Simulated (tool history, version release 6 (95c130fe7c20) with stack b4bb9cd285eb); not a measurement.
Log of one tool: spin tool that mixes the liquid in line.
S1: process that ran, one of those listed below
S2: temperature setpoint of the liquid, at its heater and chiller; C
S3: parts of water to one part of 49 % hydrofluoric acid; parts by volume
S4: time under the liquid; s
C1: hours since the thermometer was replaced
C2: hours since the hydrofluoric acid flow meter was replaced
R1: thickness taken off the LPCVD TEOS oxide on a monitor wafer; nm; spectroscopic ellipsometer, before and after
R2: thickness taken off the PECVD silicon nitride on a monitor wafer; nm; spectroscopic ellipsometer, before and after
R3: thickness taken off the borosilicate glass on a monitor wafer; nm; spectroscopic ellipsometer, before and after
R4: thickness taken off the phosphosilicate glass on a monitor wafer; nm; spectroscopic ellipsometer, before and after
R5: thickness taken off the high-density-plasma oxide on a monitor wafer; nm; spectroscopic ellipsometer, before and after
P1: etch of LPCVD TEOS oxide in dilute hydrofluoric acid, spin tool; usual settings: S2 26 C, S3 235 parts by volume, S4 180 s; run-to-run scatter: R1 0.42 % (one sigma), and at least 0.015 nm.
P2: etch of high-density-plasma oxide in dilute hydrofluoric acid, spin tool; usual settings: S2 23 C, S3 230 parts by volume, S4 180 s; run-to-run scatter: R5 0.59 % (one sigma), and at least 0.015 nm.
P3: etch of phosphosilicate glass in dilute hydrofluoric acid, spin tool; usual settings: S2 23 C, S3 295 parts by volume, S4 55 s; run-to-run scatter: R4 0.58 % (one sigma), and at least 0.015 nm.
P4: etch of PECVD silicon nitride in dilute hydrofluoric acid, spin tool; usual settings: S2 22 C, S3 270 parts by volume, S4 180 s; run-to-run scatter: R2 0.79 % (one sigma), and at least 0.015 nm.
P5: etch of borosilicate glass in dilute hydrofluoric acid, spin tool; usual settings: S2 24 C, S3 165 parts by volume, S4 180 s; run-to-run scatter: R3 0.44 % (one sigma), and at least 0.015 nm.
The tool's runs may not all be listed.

run,hour,S1,S2,S3,S4,C1,C2,R1,R2,R3,R4,R5
1,17,P1,26,235,180,1106.1,507.9,25.771,,,,
2,26.9,P1,26,235,180,1116,517.8,25.651,,,,
3,39.5,P1,26,420,180,1128.6,530.4,11.922,,,,
4,55.2,P4,22,270,180,1144.3,546.1,,3.4374,,,
5,73.6,P5,24,165,315,1162.7,564.5,,,60.212,,
6,82.4,P4,29,270,180,1171.5,573.3,,5.1532,,,
7,92.1,P1,26,235,25,1181.2,583,3.5625,,,,
8,103.7,P4,22,270,25,1192.8,594.6,,0.4663,,,
9,116.1,P1,26,235,180,1205.2,607,25.547,,,,
10,128.2,P5,24,165,180,1217.3,619.1,,,34.246,,
11,146.2,P3,23,295,100,1235.3,637.1,,,,52.359,
12,164.7,P1,26,235,180,1253.8,655.6,25.544,,,,
13,178.3,P1,26,45,180,1267.4,669.2,169.01,,,,
14,193.9,P2,23,110,180,1283,684.8,,,,,8.5823
15,212.2,P1,26,235,300,1301.3,703.1,42.585,,,,
16,229.6,P1,26,235,180,1318.7,720.5,25.464,,,,
17,244.4,P2,31,230,180,1333.5,735.3,,,,,4.7802
18,257.3,P2,23,230,330,1346.4,748.2,,,,,6.6827
19,275.9,P5,31.5,165,180,1365,766.8,,,45.068,,
20,291.9,P1,34,235,180,1381,782.8,33.521,,,,
21,305.6,P5,24,295,180,1394.7,796.5,,,16.613,,
22,318,P3,23,295,55,1407.1,808.9,,,,28.744,
23,334.5,P3,17,295,55,1423.6,825.4,,,,23.156,
24,348.2,P4,22,120,180,1437.3,839.1,,7.6127,,,
25,358.9,P1,19,415,180,1448,849.8,9.6198,,,,
26,369.3,P2,23,230,180,1458.4,860.2,,,,,3.6083
27,382.2,P2,23,230,180,1471.3,873.1,,,,,3.6703
28,397.2,P1,26,235,180,1486.3,888.1,25.571,,,,
29,408.7,P3,23,475,55,1497.8,899.6,,,,15.079,
30,418.5,P1,18.5,235,180,1507.6,909.4,19.485,,,,
31,427.6,P1,26,235,180,1516.7,918.5,25.388,,,,
32,446.2,P1,26,235,180,1535.3,937.1,26.977,,,,
33,455.5,P1,26,235,180,1544.6,946.4,27.352,,,,
34,464.1,P1,26,235,180,1553.2,955,27.459,,,,
35,477.1,P1,26,235,180,1566.2,968,27.579,,,,
36,485.8,P1,26,235,180,1574.9,976.7,27.689,,,,
37,502.1,P1,26,235,180,1591.2,993,27.703,,,,

What P1 gives has crept away from where it was. These 2 causes fit the log equally well, each at the size given:
A: liquid hotter than its thermometer reads (K) = 2.34
B: hydrofluoric acid flow above the setpoint (%) = 6.73
The creep began at about hour 427.6.

4 check runs are offered, one wafer each, their results left as question marks. Which one tells the causes apart?
check 1,518.4,P5,31,165,180,,,,,?,,
check 2,518.4,P2,26,230,300,,,,,,,?
check 3,518.4,P4,22,270,90,,,,?,,,
check 4,518.4,P3,17,445,55,,,,,,?,

What each check would give under each cause:
check,result,if A,if B
check 1,R3,48.094,47.982
check 2,R5,7.3256,7.3201
check 3,R2,1.9748,1.82
check 4,R4,14.69,14.763
How far apart the two closest causes lie, in the result that separates them most: check 1 0.23 %; check 2 0.07 %; check 3 8.16 %; check 4 0.5 %
Only check 3 tells the causes apart: in the others they would give nearly the same result.

Then check 3 was run and gave: R2 1.9879 nm. Which cause is it?

It is A: liquid hotter than its thermometer reads (K).
